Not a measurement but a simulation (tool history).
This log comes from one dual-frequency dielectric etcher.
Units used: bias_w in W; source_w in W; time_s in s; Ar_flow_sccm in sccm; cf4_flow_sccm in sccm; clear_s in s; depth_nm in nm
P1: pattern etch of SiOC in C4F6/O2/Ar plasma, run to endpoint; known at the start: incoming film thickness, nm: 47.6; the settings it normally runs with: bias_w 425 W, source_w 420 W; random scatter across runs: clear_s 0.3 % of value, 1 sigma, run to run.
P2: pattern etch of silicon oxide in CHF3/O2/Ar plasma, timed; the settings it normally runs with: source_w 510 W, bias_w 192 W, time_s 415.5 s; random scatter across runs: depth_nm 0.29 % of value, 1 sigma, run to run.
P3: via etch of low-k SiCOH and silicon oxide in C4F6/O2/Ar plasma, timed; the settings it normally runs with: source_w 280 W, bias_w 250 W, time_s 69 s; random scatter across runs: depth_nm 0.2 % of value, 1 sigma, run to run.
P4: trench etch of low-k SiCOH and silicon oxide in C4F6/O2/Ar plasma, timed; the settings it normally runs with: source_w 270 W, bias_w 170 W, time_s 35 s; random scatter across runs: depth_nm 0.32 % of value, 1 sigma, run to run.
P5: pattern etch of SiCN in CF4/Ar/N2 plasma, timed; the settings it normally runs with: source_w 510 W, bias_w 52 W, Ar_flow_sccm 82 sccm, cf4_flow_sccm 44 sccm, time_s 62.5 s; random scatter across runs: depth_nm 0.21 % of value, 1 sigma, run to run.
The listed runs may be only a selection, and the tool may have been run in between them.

| run | day | process | bias_w | source_w | time_s | Ar_flow_sccm | cf4_flow_sccm | hours since the last wet clean | hours since the last bias power generator calibration | hours since the last source power generator calibration | clear_s | depth_nm |
|---|---|---|---|---|---|---|---|---|---|---|---|---|
| 1 | 0.271 | P1 | 425 | 420 |  |  |  | 120.7 | 542.7 | 2661.6 | 17.398 |  |
| 2 | 0.429 | P4 | 170 | 270 | 35 |  |  | 124.5 | 546.5 | 2665.4 |  | 95.695 |
| 3 | 0.692 | P4 | 170 | 270 | 35 |  |  | 130.8 | 552.8 | 2671.7 |  | 95.693 |
| 4 | 0.85 | P1 | 425 | 550 |  |  |  | 134.6 | 556.6 | 2675.5 | 15.742 |  |
| 5 | 1.004 | P5 | 52 | 510 | 47 | 82 | 44 | 138.3 | 560.3 | 2679.2 |  | 38.792 |
| 6 | 1.338 | P1 | 327 | 560 |  |  |  | 146.3 | 568.3 | 2687.2 | 17.142 |  |
| 7 | 1.596 | P1 | 582 | 420 |  |  |  | 152.5 | 574.5 | 2693.4 | 15.574 |  |
| 8 | 1.846 | P2 | 192 | 510 | 617 |  |  | 158.5 | 580.5 | 2699.4 |  | 1164 |
| 9 | 2.033 | P5 | 52 | 410 | 62.5 | 82 | 44 | 163 | 585 | 2703.9 |  | 42.469 |
| 10 | 2.262 | P1 | 425 | 420 |  |  |  | 168.5 | 590.5 | 2709.4 | 17.502 |  |
| 11 | 2.508 | P5 | 52 | 510 | 62.5 | 113 | 44 | 174.4 | 596.4 | 2715.3 |  | 48.89 |
| 12 | 2.788 | P1 | 335 | 580 |  |  |  | 181.1 | 603.1 | 2722 | 16.87 |  |
| 13 | 3.117 | P2 | 192 | 510 | 415.5 |  |  | 189 | 611 | 2729.9 |  | 789.97 |
| 14 | 3.308 | P4 | 170 | 270 | 20 |  |  | 193.6 | 615.6 | 2734.5 |  | 54.344 |
| 15 | 3.6 | P3 | 161 | 280 | 69 |  |  | 200.6 | 622.6 | 2741.5 |  | 154.09 |
| 16 | 3.929 | P1 | 425 | 420 |  |  |  | 208.5 | 630.5 | 2749.4 | 17.511 |  |
| 17 | 4.162 | P1 | 425 | 420 |  |  |  | 214.1 | 636.1 | 2755 | 17.48 |  |
| 18 | 4.475 | P4 | 170 | 180 | 35 |  |  | 221.6 | 643.6 | 2762.5 |  | 81.828 |
| 19 | 4.683 | P3 | 250 | 280 | 52 |  |  | 226.6 | 648.6 | 2767.5 |  | 134.28 |
| 20 | 4.838 | P1 | 512 | 290 |  |  |  | 230.3 | 652.3 | 2771.2 | 18.631 |  |
| 21 | 5.092 | P5 | 52 | 510 | 62.5 | 82 | 44 | 236.4 | 658.4 | 2777.3 |  | 51.752 |
| 22 | 5.25 | P1 | 425 | 340 |  |  |  | 240.2 | 662.2 | 2781.1 | 18.93 |  |
| 23 | 5.408 | P2 | 253 | 510 | 415.5 |  |  | 244 | 666 | 2784.9 |  | 869.35 |
| 24 | 5.675 | P3 | 250 | 280 | 69 |  |  | 250.4 | 672.4 | 2791.3 |  | 178.95 |
| 25 | 5.975 | P2 | 192 | 360 | 415.5 |  |  | 257.6 | 679.6 | 2798.5 |  | 690.73 |
| 26 | 6.267 | P4 | 111 | 270 | 35 |  |  | 264.6 | 686.6 | 2805.5 |  | 84.284 |
| 27 | 6.442 | P5 | 52 | 510 | 62.5 | 82 | 62 | 268.8 | 690.8 | 2809.7 |  | 54.852 |
| 28 | 6.738 | P5 | 65 | 510 | 62.5 | 82 | 44 | 275.9 | 697.9 | 2816.8 |  | 55.789 |
| 29 | 7.083 | P5 | 52 | 510 | 62.5 | 82 | 44 | 284.2 | 706.2 | 2825.1 |  | 51.556 |
| 30 | 7.429 | P1 | 334 | 420 |  |  |  | 292.5 | 714.5 | 2833.4 | 19.061 |  |
| 31 | 7.583 | P3 | 250 | 170 | 69 |  |  | 296.2 | 718.2 | 2837.1 |  | 147.85 |
| 32 | 7.754 | P1 | 425 | 420 |  |  |  | 300.3 | 722.3 | 2841.2 | 17.37 |  |
| 33 | 8.088 | P1 | 425 | 420 |  |  |  | 308.3 | 730.3 | 2849.2 | 17.604 |  |
| 34 | 8.342 | P1 | 425 | 420 |  |  |  | 314.4 | 736.4 | 2855.3 | 17.637 |  |
| 35 | 8.554 | P1 | 425 | 420 |  |  |  | 319.5 | 741.5 | 2860.4 | 17.682 |  |
| 36 | 8.704 | P1 | 425 | 420 |  |  |  | 323.1 | 745.1 | 2864 | 17.684 |  |
|  | 8.858 | wet clean of the chamber |
| 37 | 8.946 | P1 | 425 | 420 |  |  |  | 2.1 | 750.9 | 2869.8 | 17.738 |  |
| 38 | 9.288 | P1 | 425 | 420 |  |  |  | 10.3 | 759.1 | 2878 | 17.698 |  |
| 39 | 9.525 | P1 | 425 | 420 |  |  |  | 16 | 764.8 | 2883.7 | 17.67 |  |
| 40 | 9.729 | P1 | 425 | 420 |  |  |  | 20.9 | 769.7 | 2888.6 | 17.697 |  |
| 41 | 9.95 | P1 | 425 | 420 |  |  |  | 26.2 | 775 | 2893.9 | 17.715 |  |

P1 no longer gives what it gave before; its output has crept away from where it was. The following 2 causes, each at its listed size, fit the log equally well:
A: source power that arrives under what is set, % = 3.98
B: bias power that arrives under what is set, % = 4.09
The drift started at roughly day 7.754.
Every other cause this tool's parts could produce, and why it does not fit the log:
chamber walls in a state that lowers the etch rate, %: serviced at day 8.858, after the drift had started, without restoring the earlier output

Consider the 4 single-wafer check runs listed below, results given as question marks: which one distinguishes between the causes by giving clearly different results for each?
| check 1 | 10.171 | P3 | 250 | 240 | 69 |  |  |  |  |  |  | ? |
| check 2 | 10.171 | P2 | 244 | 510 | 531.5 |  |  |  |  |  |  | ? |
| check 3 | 10.171 | P5 | 52 | 510 | 62.5 | 107 | 58 |  |  |  |  | ? |
| check 4 | 10.171 | P4 | 116 | 270 | 23 |  |  |  |  |  |  | ? |

If the cause were each of the candidates in turn, the checks would give the following:
| check | result | if A | if B |
|---|---|---|---|
| check 1 | depth_nm | 165.69 | 165.83 |
| check 2 | depth_nm | 1079.5 | 1079.8 |
| check 3 | depth_nm | 49.947 | 51.057 |
| check 4 | depth_nm | 55.044 | 55.258 |
Smallest distance between any two causes, each pair judged by its most separating result, in per cent: check 1 0.09 %; check 2 0.03 %; check 3 2.2 %; check 4 0.39 %
Of the check runs offered, only check 3 discriminates between the causes; the rest would read about the same regardless of which cause applies.

Check 3 has now been run. It gave: depth_nm 51.026 nm. Which of the candidate causes is it?

Of the candidate causes, it is B: bias power that arrives under what is set, %.
